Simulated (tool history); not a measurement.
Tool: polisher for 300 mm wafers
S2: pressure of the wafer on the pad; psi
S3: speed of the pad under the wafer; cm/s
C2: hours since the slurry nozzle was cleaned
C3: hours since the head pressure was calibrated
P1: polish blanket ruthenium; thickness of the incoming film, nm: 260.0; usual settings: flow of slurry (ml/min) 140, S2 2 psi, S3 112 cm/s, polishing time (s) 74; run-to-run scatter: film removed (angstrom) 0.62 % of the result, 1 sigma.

Run 1, hour 6.3: flow of slurry (ml/min) 140, S2 2 psi, S3 112 cm/s, polishing time (s) 74; wafers polished on this pad 508; C2 218.6; C3 172.4. Result: film removed (angstrom) 777.05.
Run 2, hour 11.5: flow of slurry (ml/min) 140, S2 2 psi, S3 50 cm/s, polishing time (s) 74; wafers polished on this pad 553; C2 223.8; C3 177.6. Result: film removed (angstrom) 350.48.
Run 3, hour 15.3: flow of slurry (ml/min) 140, S2 2 psi, S3 112 cm/s, polishing time (s) 74; wafers polished on this pad 586; C2 227.6; C3 181.4. Result: film removed (angstrom) 778.77.
Run 4, hour 20: flow of slurry (ml/min) 140, S2 2 psi, S3 164 cm/s, polishing time (s) 74; wafers polished on this pad 627; C2 232.3; C3 186.1. Result: film removed (angstrom) 1139.
Run 5, hour 25.7: flow of slurry (ml/min) 140, S2 0.9 psi, S3 112 cm/s, polishing time (s) 74; wafers polished on this pad 677; C2 238; C3 191.8. Result: film removed (angstrom) 352.39.
Run 6, hour 31.9: flow of slurry (ml/min) 140, S2 1 psi, S3 154 cm/s, polishing time (s) 74; wafers polished on this pad 731; C2 244.2; C3 198. Result: film removed (angstrom) 534.58.
Run 7, hour 38.6: flow of slurry (ml/min) 85, S2 2 psi, S3 112 cm/s, polishing time (s) 57; wafers polished on this pad 789; C2 250.9; C3 204.7. Result: film removed (angstrom) 536.04.
Run 8, hour 43.8: flow of slurry (ml/min) 140, S2 2 psi, S3 112 cm/s, polishing time (s) 74; wafers polished on this pad 834; C2 256.1; C3 209.9. Result: film removed (angstrom) 789.5.
Run 9, hour 47.9: flow of slurry (ml/min) 140, S2 2 psi, S3 112 cm/s, polishing time (s) 74; wafers polished on this pad 870; C2 260.2; C3 214. Result: film removed (angstrom) 771.21.
Run 10, hour 51: flow of slurry (ml/min) 140, S2 2 psi, S3 112 cm/s, polishing time (s) 74; wafers polished on this pad 897; C2 263.3; C3 217.1. Result: film removed (angstrom) 774.47.
Run 11, hour 56.4: flow of slurry (ml/min) 140, S2 2 psi, S3 112 cm/s, polishing time (s) 53; wafers polished on this pad 944; C2 268.7; C3 222.5. Result: film removed (angstrom) 558.63.
Run 12, hour 60.4: flow of slurry (ml/min) 140, S2 2 psi, S3 112 cm/s, polishing time (s) 111; wafers polished on this pad 979; C2 272.7; C3 226.5. Result: film removed (angstrom) 1173.2.
Run 13, hour 64.9: flow of slurry (ml/min) 140, S2 2 psi, S3 112 cm/s, polishing time (s) 74; wafers polished on this pad 1018; C2 277.2; C3 231. Result: film removed (angstrom) 782.39.
Run 14, hour 69.1: flow of slurry (ml/min) 140, S2 2 psi, S3 112 cm/s, polishing time (s) 74; wafers polished on this pad 1054; C2 281.4; C3 235.2. Result: film removed (angstrom) 779.74.
Run 15, hour 72.2: flow of slurry (ml/min) 140, S2 2.6 psi, S3 112 cm/s, polishing time (s) 74; wafers polished on this pad 1081; C2 284.5; C3 238.3. Result: film removed (angstrom) 1020.8.
Run 16, hour 76.9: flow of slurry (ml/min) 95, S2 2.7 psi, S3 112 cm/s, polishing time (s) 74; wafers polished on this pad 1122; C2 289.2; C3 243. Result: film removed (angstrom) 967.07.
Run 17, hour 83.7: flow of slurry (ml/min) 85, S2 2 psi, S3 112 cm/s, polishing time (s) 74; wafers polished on this pad 1181; C2 296; C3 249.8. Result: film removed (angstrom) 692.23.
Run 18, hour 88.9: flow of slurry (ml/min) 220, S2 2 psi, S3 112 cm/s, polishing time (s) 74; wafers polished on this pad 1227; C2 301.2; C3 255. Result: film removed (angstrom) 836.73.
Run 19, hour 92.2: flow of slurry (ml/min) 140, S2 2 psi, S3 112 cm/s, polishing time (s) 74; wafers polished on this pad 1255; C2 304.5; C3 258.3. Result: film removed (angstrom) 782.43.
Run 20, hour 97.8: flow of slurry (ml/min) 140, S2 2 psi, S3 112 cm/s, polishing time (s) 74; wafers polished on this pad 1304; C2 310.1; C3 263.9. Result: film removed (angstrom) 745.04.
Run 21, hour 101: flow of slurry (ml/min) 140, S2 2 psi, S3 112 cm/s, polishing time (s) 74; wafers polished on this pad 1332; C2 313.3; C3 267.1. Result: film removed (angstrom) 740.23.

The next listed run, before its measurement:
Run 22, hour 105: flow of slurry (ml/min) 140, S2 2 psi, S3 112 cm/s, polishing time (s) 74; wafers polished on this pad 1367; C2 317.3; C3 271.1. Result: film removed (angstrom) ?.

film removed (angstrom): 722.84
